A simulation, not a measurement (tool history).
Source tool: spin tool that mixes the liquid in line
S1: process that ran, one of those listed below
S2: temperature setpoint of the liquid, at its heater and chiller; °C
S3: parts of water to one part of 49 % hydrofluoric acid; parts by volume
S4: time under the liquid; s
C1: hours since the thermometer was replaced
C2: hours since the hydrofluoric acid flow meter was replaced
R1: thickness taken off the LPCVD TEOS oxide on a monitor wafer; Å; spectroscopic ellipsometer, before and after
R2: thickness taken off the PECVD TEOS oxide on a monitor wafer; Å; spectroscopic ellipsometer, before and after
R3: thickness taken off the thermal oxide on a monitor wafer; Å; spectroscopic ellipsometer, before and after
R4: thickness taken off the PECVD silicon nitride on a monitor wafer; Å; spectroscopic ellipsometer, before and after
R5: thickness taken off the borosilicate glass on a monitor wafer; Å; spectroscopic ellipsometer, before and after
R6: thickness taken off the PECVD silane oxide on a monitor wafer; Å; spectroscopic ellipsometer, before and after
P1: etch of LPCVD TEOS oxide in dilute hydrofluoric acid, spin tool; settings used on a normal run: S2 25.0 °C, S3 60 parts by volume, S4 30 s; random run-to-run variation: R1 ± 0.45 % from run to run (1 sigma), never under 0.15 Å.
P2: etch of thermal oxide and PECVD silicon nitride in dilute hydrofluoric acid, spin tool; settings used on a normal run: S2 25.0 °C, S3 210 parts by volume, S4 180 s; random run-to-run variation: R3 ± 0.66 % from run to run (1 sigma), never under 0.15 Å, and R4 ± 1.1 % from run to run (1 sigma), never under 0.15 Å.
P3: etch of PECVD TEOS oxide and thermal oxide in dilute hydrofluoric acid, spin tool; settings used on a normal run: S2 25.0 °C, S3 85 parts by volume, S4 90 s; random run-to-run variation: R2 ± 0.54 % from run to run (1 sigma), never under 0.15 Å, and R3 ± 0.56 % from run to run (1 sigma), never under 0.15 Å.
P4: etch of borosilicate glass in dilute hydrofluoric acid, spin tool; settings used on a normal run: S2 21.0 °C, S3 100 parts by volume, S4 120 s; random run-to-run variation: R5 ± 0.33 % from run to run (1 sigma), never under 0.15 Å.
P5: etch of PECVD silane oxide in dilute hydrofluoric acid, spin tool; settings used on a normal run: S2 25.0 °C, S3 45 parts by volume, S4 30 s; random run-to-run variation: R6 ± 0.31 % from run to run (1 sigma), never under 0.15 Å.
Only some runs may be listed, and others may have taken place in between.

{"run": 1, "day": 0.092, "S1": "P1", "S2": 25.0, "S3": 60, "S4": 30, "C1": 994.5, "C2": 955.6, "R1": 134.05}
{"run": 2, "day": 0.267, "S1": "P1", "S2": 25.0, "S3": 60, "S4": 30, "C1": 998.7, "C2": 959.8, "R1": 135.35}
{"run": 3, "day": 0.396, "S1": "P3", "S2": 25.0, "S3": 85, "S4": 140, "C1": 1001.8, "C2": 962.9, "R2": 359.06, "R3": 81.549}
{"run": 4, "day": 0.533, "S1": "P1", "S2": 21.5, "S3": 60, "S4": 30, "C1": 1005.1, "C2": 966.2, "R1": 117.12}
{"run": 5, "day": 0.692, "S1": "P2", "S2": 25.0, "S3": 210, "S4": 180, "C1": 1008.9, "C2": 970.0, "R3": 35.063, "R4": 25.016}
{"run": 6, "day": 0.812, "S1": "P4", "S2": 21.0, "S3": 100, "S4": 120, "C1": 1011.8, "C2": 972.9, "R5": 306.22}
{"run": 7, "day": 0.958, "S1": "P3", "S2": 25.0, "S3": 130, "S4": 90, "C1": 1015.3, "C2": 976.4, "R2": 142.46, "R3": 32.604}
{"run": 8, "day": 1.067, "S1": "P5", "S2": 25.0, "S3": 20, "S4": 30, "C1": 1017.9, "C2": 979.0, "R6": 363.46}
{"run": 9, "day": 1.275, "S1": "P1", "S2": 25.0, "S3": 60, "S4": 30, "C1": 1022.9, "C2": 984.0, "R1": 135.54}
{"run": 10, "day": 1.429, "S1": "P2", "S2": 21.0, "S3": 210, "S4": 180, "C1": 1026.6, "C2": 987.7, "R3": 30.39, "R4": 19.148}
{"run": 11, "day": 1.629, "S1": "P1", "S2": 25.0, "S3": 60, "S4": 55, "C1": 1031.4, "C2": 992.5, "R1": 247.75}
{"run": 12, "day": 1.742, "S1": "P1", "S2": 25.0, "S3": 25, "S4": 30, "C1": 1034.1, "C2": 995.2, "R1": 340.36}
{"run": 13, "day": 1.912, "S1": "P2", "S2": 25.0, "S3": 75, "S4": 180, "C1": 1038.2, "C2": 999.3, "R3": 116.66, "R4": 68.494}
{"run": 14, "day": 2.088, "S1": "P5", "S2": 19.0, "S3": 45, "S4": 30, "C1": 1042.4, "C2": 1003.5, "R6": 120.82}
{"run": 15, "day": 2.192, "S1": "P1", "S2": 25.0, "S3": 60, "S4": 15, "C1": 1044.9, "C2": 1006.0, "R1": 67.845}
{"run": 16, "day": 2.288, "S1": "P3", "S2": 25.0, "S3": 85, "S4": 90, "C1": 1047.2, "C2": 1008.3, "R2": 231.19, "R3": 52.166}
{"run": 17, "day": 2.408, "S1": "P4", "S2": 21.0, "S3": 100, "S4": 120, "C1": 1050.1, "C2": 1011.2, "R5": 308.88}
{"run": 18, "day": 2.508, "S1": "P2", "S2": 25.0, "S3": 210, "S4": 15, "C1": 1052.5, "C2": 1013.6, "R3": 2.9828, "R4": 2.0876}
{"run": 19, "day": 2.667, "S1": "P5", "S2": 25.0, "S3": 45, "S4": 30, "C1": 1056.3, "C2": 1017.4, "R6": 155.4}
{"run": 20, "day": 2.871, "S1": "P1", "S2": 29.0, "S3": 60, "S4": 45, "C1": 1061.2, "C2": 1022.3, "R1": 236.93}
{"run": 21, "day": 3.025, "S1": "P1", "S2": 19.5, "S3": 60, "S4": 15, "C1": 1064.9, "C2": 1026.0, "R1": 53.988}
{"run": 22, "day": 3.158, "S1": "P1", "S2": 25.0, "S3": 60, "S4": 30, "C1": 1068.1, "C2": 1029.2, "R1": 134.79}
{"run": 23, "day": 3.262, "S1": "P5", "S2": 25.0, "S3": 45, "S4": 45, "C1": 1070.6, "C2": 1031.7, "R6": 232.02}
{"run": 24, "day": 3.467, "S1": "P5", "S2": 25.0, "S3": 45, "S4": 30, "C1": 1075.5, "C2": 1036.6, "R6": 155.75}
{"run": 25, "day": 3.621, "S1": "P4", "S2": 21.0, "S3": 100, "S4": 25, "C1": 1079.2, "C2": 1040.3, "R5": 64.099}
{"run": 26, "day": 3.812, "S1": "P1", "S2": 25.0, "S3": 60, "S4": 30, "C1": 1083.8, "C2": 1044.9, "R1": 136.04}
{"run": 27, "day": 3.938, "S1": "P4", "S2": 21.0, "S3": 50, "S4": 120, "C1": 1086.8, "C2": 1047.9, "R5": 655.8}
{"run": 28, "day": 4.121, "S1": "P1", "S2": 25.0, "S3": 105, "S4": 30, "C1": 1091.2, "C2": 1052.3, "R1": 72.949}
{"run": 29, "day": 4.221, "S1": "P3", "S2": 25.0, "S3": 85, "S4": 90, "C1": 1093.6, "C2": 1054.7, "R2": 231.03, "R3": 52.34}
{"run": 30, "day": 4.412, "S1": "P1", "S2": 25.0, "S3": 60, "S4": 30, "C1": 1098.2, "C2": 1059.3, "R1": 135.25}
{"run": 31, "day": 4.558, "S1": "P1", "S2": 25.0, "S3": 60, "S4": 30, "C1": 1101.7, "C2": 1062.8, "R1": 135.17}
{"run": 32, "day": 4.696, "S1": "P4", "S2": 26.5, "S3": 100, "S4": 120, "C1": 1105.0, "C2": 1066.1, "R5": 383.57}
{"run": 33, "day": 4.829, "S1": "P1", "S2": 31.5, "S3": 60, "S4": 30, "C1": 1108.2, "C2": 1069.3, "R1": 174.0}
{"run": 34, "day": 5.033, "S1": "P3", "S2": 31.5, "S3": 85, "S4": 90, "C1": 1113.1, "C2": 1074.2, "R2": 295.42, "R3": 67.67}
{"run": 35, "day": 5.204, "S1": "P1", "S2": 25.0, "S3": 60, "S4": 30, "C1": 1117.2, "C2": 1078.3, "R1": 134.91}
{"run": 36, "day": 5.408, "S1": "P1", "S2": 25.0, "S3": 60, "S4": 30, "C1": 1122.1, "C2": 1083.2, "R1": 140.1}
{"run": 37, "day": 5.6, "S1": "P1", "S2": 25.0, "S3": 60, "S4": 30, "C1": 1126.7, "C2": 1087.8, "R1": 144.64}
{"run": 38, "day": 5.708, "S1": "P1", "S2": 25.0, "S3": 60, "S4": 30, "C1": 1129.3, "C2": 1090.4, "R1": 144.02}
{"run": 39, "day": 5.862, "S1": "P1", "S2": 25.0, "S3": 60, "S4": 30, "C1": 1133.0, "C2": 1094.1, "R1": 144.55}
{"run": 40, "day": 6.054, "S1": "P1", "S2": 25.0, "S3": 60, "S4": 30, "C1": 1137.6, "C2": 1098.7, "R1": 145.77}
{"run": 41, "day": 6.225, "S1": "P1", "S2": 25.0, "S3": 60, "S4": 30, "C1": 1141.7, "C2": 1102.8, "R1": 146.5}
{"run": 42, "day": 6.396, "S1": "P1", "S2": 25.0, "S3": 60, "S4": 30, "C1": 1145.8, "C2": 1106.9, "R1": 145.9}
{"run": 43, "day": 6.604, "S1": "P1", "S2": 25.0, "S3": 60, "S4": 30, "C1": 1150.8, "C2": 1111.9, "R1": 146.19}

What P1 gives has crept off from where it sat before. The 2 causes that follow fit the log equally well, each at the size noted:
A: liquid hotter than its thermometer reads (K) = 2.03
B: hydrofluoric acid flow above the setpoint (%) = 7.85
Onset of the creep was near day 5.204.

Which of the check runs below tells the causes apart, meaning the causes would give it clearly different results? Each run uses 3 wafers whose results are averaged, and each result is shown as a question mark.
{"run": "check 1", "day": 6.812, "S1": "P3", "S2": 25.0, "S3": 85, "S4": 90, "R2": "?", "R3": "?"}
{"run": "check 2", "day": 6.812, "S1": "P2", "S2": 25.0, "S3": 210, "S4": 180, "R3": "?", "R4": "?"}
{"run": "check 3", "day": 6.812, "S1": "P4", "S2": 21.0, "S3": 100, "S4": 120, "R5": "?"}
{"run": "check 4", "day": 6.812, "S1": "P5", "S2": 25.0, "S3": 45, "S4": 30, "R6": "?"}

Predicted outcomes, by check and by cause:
check=check_1 result=R2 if_A=249.66 if_B=250.59
check=check_1 result=R3 if_A=56.9820 if_B=57.1950
check=check_2 result=R3 if_A=38.1320 if_B=38.8830
check=check_2 result=R4 if_A=28.1520 if_B=26.7710
check=check_3 result=R5 if_A=334.310 if_B=335.000
check=check_4 result=R6 if_A=168.92 if_B=168.52
Smallest distance between any two causes, each pair judged by its most separating result, in per cent: check 1 0.37 %; check 2 5.03 %; check 3 0.21 %; check 4 0.24 %
The other checks would show nearly matching results whichever cause is true, so check 2 is the only one that separates the causes.

Check 2 was then run and gave: R3 37.9470 Å; R4 27.9310 Å. Which cause is it?

The correct cause is A, namely: liquid hotter than its thermometer reads (K).
